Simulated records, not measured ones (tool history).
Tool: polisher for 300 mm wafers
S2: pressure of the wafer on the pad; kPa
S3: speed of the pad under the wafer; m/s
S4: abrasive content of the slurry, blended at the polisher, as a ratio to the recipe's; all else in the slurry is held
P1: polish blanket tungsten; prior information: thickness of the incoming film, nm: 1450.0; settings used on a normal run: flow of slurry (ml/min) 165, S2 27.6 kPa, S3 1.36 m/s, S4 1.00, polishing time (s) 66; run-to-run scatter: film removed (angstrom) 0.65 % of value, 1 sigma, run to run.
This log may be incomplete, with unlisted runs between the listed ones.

{"run": 1, "day": 0.279, "flow of slurry (ml/min)": 165, "S2": 27.6, "S3": 1.36, "S4": 1.0, "polishing time (s)": 66, "film removed (angstrom)": 3737.5}
{"run": 2, "day": 0.671, "flow of slurry (ml/min)": 165, "S2": 33.8, "S3": 0.78, "S4": 1.0, "polishing time (s)": 66, "film removed (angstrom)": 2633.2}
{"run": 3, "day": 1.117, "flow of slurry (ml/min)": 165, "S2": 43.4, "S3": 1.36, "S4": 1.0, "polishing time (s)": 66, "film removed (angstrom)": 5849.3}
{"run": 4, "day": 1.433, "flow of slurry (ml/min)": 165, "S2": 27.6, "S3": 2.14, "S4": 1.0, "polishing time (s)": 66, "film removed (angstrom)": 5798.2}
{"day": 1.771, "done": "worn pad replaced by a new one"}
{"run": 5, "day": 1.854, "flow of slurry (ml/min)": 165, "S2": 27.6, "S3": 0.86, "S4": 1.0, "polishing time (s)": 66, "film removed (angstrom)": 2346.3}
{"run": 6, "day": 2.225, "flow of slurry (ml/min)": 165, "S2": 27.6, "S3": 1.36, "S4": 0.55, "polishing time (s)": 101, "film removed (angstrom)": 4934.3}
{"run": 7, "day": 2.517, "flow of slurry (ml/min)": 165, "S2": 20.7, "S3": 1.36, "S4": 1.0, "polishing time (s)": 66, "film removed (angstrom)": 2789.6}
{"run": 8, "day": 2.833, "flow of slurry (ml/min)": 165, "S2": 27.6, "S3": 1.84, "S4": 1.0, "polishing time (s)": 38, "film removed (angstrom)": 2892.8}
{"run": 9, "day": 3.283, "flow of slurry (ml/min)": 165, "S2": 27.6, "S3": 1.36, "S4": 1.0, "polishing time (s)": 66, "film removed (angstrom)": 3696.6}
{"run": 10, "day": 3.604, "flow of slurry (ml/min)": 165, "S2": 27.6, "S3": 1.36, "S4": 1.0, "polishing time (s)": 91, "film removed (angstrom)": 5145.9}
{"run": 11, "day": 4.021, "flow of slurry (ml/min)": 165, "S2": 27.6, "S3": 1.36, "S4": 1.0, "polishing time (s)": 66, "film removed (angstrom)": 3708.4}
{"run": 12, "day": 4.492, "flow of slurry (ml/min)": 165, "S2": 27.6, "S3": 1.36, "S4": 1.0, "polishing time (s)": 48, "film removed (angstrom)": 2690.5}
{"run": 13, "day": 4.896, "flow of slurry (ml/min)": 165, "S2": 27.6, "S3": 1.36, "S4": 1.5, "polishing time (s)": 66, "film removed (angstrom)": 4057.2}
{"run": 14, "day": 5.279, "flow of slurry (ml/min)": 165, "S2": 27.6, "S3": 1.36, "S4": 1.0, "polishing time (s)": 66, "film removed (angstrom)": 3730.0}
{"run": 15, "day": 5.562, "flow of slurry (ml/min)": 165, "S2": 27.6, "S3": 1.36, "S4": 1.0, "polishing time (s)": 66, "film removed (angstrom)": 3694.5}
{"run": 16, "day": 5.954, "flow of slurry (ml/min)": 165, "S2": 27.6, "S3": 1.36, "S4": 0.55, "polishing time (s)": 66, "film removed (angstrom)": 3201.6}
{"run": 17, "day": 6.317, "flow of slurry (ml/min)": 100, "S2": 27.6, "S3": 1.36, "S4": 1.0, "polishing time (s)": 66, "film removed (angstrom)": 3352.6}
{"run": 18, "day": 6.533, "flow of slurry (ml/min)": 265, "S2": 27.6, "S3": 1.36, "S4": 1.0, "polishing time (s)": 66, "film removed (angstrom)": 3982.2}
{"run": 19, "day": 6.9, "flow of slurry (ml/min)": 165, "S2": 27.6, "S3": 1.36, "S4": 1.0, "polishing time (s)": 66, "film removed (angstrom)": 3670.0}
{"run": 20, "day": 7.167, "flow of slurry (ml/min)": 165, "S2": 27.6, "S3": 1.36, "S4": 1.0, "polishing time (s)": 66, "film removed (angstrom)": 3614.8}
{"run": 21, "day": 7.454, "flow of slurry (ml/min)": 165, "S2": 27.6, "S3": 1.36, "S4": 1.0, "polishing time (s)": 66, "film removed (angstrom)": 3604.9}
{"run": 22, "day": 7.938, "flow of slurry (ml/min)": 165, "S2": 27.6, "S3": 1.36, "S4": 1.0, "polishing time (s)": 66, "film removed (angstrom)": 3525.6}

Predict the results of run 23:
{"run": 23, "day": 8.329, "flow of slurry (ml/min)": 165, "S2": 27.6, "S3": 1.36, "S4": 1.0, "polishing time (s)": 66, "film removed (angstrom)": "?"}

{"run 23": {"film removed (angstrom)": 3468.4}}

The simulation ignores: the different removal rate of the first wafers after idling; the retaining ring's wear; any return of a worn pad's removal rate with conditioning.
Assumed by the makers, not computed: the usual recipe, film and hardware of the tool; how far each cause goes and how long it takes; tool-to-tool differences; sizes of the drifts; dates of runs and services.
